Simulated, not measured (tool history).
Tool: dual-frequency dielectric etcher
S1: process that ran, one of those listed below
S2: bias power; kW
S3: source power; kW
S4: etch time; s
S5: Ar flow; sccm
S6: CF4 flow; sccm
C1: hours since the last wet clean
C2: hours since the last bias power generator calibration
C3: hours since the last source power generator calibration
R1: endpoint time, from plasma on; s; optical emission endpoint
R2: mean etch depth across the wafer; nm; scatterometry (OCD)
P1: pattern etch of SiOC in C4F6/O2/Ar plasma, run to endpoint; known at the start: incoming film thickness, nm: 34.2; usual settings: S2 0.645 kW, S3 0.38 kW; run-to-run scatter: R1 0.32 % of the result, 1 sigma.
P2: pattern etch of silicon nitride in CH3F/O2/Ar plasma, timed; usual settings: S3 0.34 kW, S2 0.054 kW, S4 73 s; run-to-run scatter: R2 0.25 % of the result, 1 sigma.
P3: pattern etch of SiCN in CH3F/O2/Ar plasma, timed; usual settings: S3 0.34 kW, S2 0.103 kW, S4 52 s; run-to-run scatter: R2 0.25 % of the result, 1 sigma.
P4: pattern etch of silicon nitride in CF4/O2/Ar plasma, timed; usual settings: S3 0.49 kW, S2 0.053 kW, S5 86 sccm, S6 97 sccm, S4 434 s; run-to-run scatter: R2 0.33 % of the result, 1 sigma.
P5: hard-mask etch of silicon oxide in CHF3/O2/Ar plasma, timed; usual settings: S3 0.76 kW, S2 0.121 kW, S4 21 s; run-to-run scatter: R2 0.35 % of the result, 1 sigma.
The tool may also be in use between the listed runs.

run,day,S1,S2,S3,S4,S5,S6,C1,C2,C3,R1,R2
1,0.221,P1,0.645,0.38,,,,351.8,678.5,2160.4,10.438,
2,0.392,P5,0.121,0.76,21,,,355.9,682.6,2164.5,,39.221
3,0.575,P5,0.171,0.76,21,,,360.3,687,2168.9,,44.151
4,0.742,P3,0.122,0.34,52,,,364.3,691,2172.9,,22.077
5,0.858,P2,0.054,0.43,73,,,367.1,693.8,2175.7,,46.375
6,1.012,P3,0.103,0.22,52,,,370.8,697.5,2179.4,,17.681
7,1.146,P4,0.072,0.49,434,86,97,374,700.7,2182.6,,937.4
8,1.362,P1,0.496,0.25,,,,379.2,705.9,2187.8,13.622,
9,1.488,P1,0.645,0.38,,,,382.2,708.9,2190.8,10.514,
10,1.675,P5,0.121,0.93,21,,,386.7,713.4,2195.3,,42.506
11,1.888,P4,0.053,0.36,434,86,97,391.8,718.5,2200.4,,641.04
12,2.071,P1,0.645,0.22,,,,396.2,722.9,2204.8,12.77,
13,2.246,P4,0.053,0.49,434,102,97,400.4,727.1,2209,,821.2
14,2.421,P3,0.103,0.34,78,,,404.6,731.3,2213.2,,30.916
15,2.55,P1,0.645,0.38,,,,407.7,734.4,2216.3,10.497,
16,2.675,P1,0.494,0.38,,,,410.7,737.4,2219.3,11.672,
17,2.846,P2,0.054,0.34,73,,,414.8,741.5,2223.4,,42.444
18,3.029,P5,0.121,0.76,31,,,419.2,745.9,2227.8,,58.424
# day 3.042: source power generator calibrated
19,3.208,P4,0.053,0.49,434,86,137,423.5,750.2,4,,869.55
20,3.417,P4,0.053,0.49,562,86,97,428.5,755.2,9,,1083.6
21,3.608,P4,0.053,0.49,434,86,97,433.1,759.8,13.6,,831.86
22,3.712,P3,0.103,0.34,52,,,435.6,762.3,16.1,,20.658
23,3.871,P1,0.645,0.38,,,,439.4,766.1,19.9,10.505,
24,4.058,P4,0.053,0.49,434,86,97,443.9,770.6,24.4,,834.24
25,4.208,P1,0.645,0.51,,,,447.5,774.2,28,9.4254,
26,4.371,P1,0.862,0.38,,,,451.4,778.1,31.9,9.3876,
27,4.475,P2,0.065,0.34,73,,,453.9,780.6,34.4,,44.839
28,4.654,P2,0.054,0.34,90.5,,,458.2,784.9,38.7,,52.251
29,4.767,P1,0.645,0.38,,,,460.9,787.6,41.4,10.605,

Run 30 comes next. What will it give?
30,4.883,P1,0.645,0.38,,,,463.7,790.4,44.2,?,

{"run 30": {"R1": 10.542}}
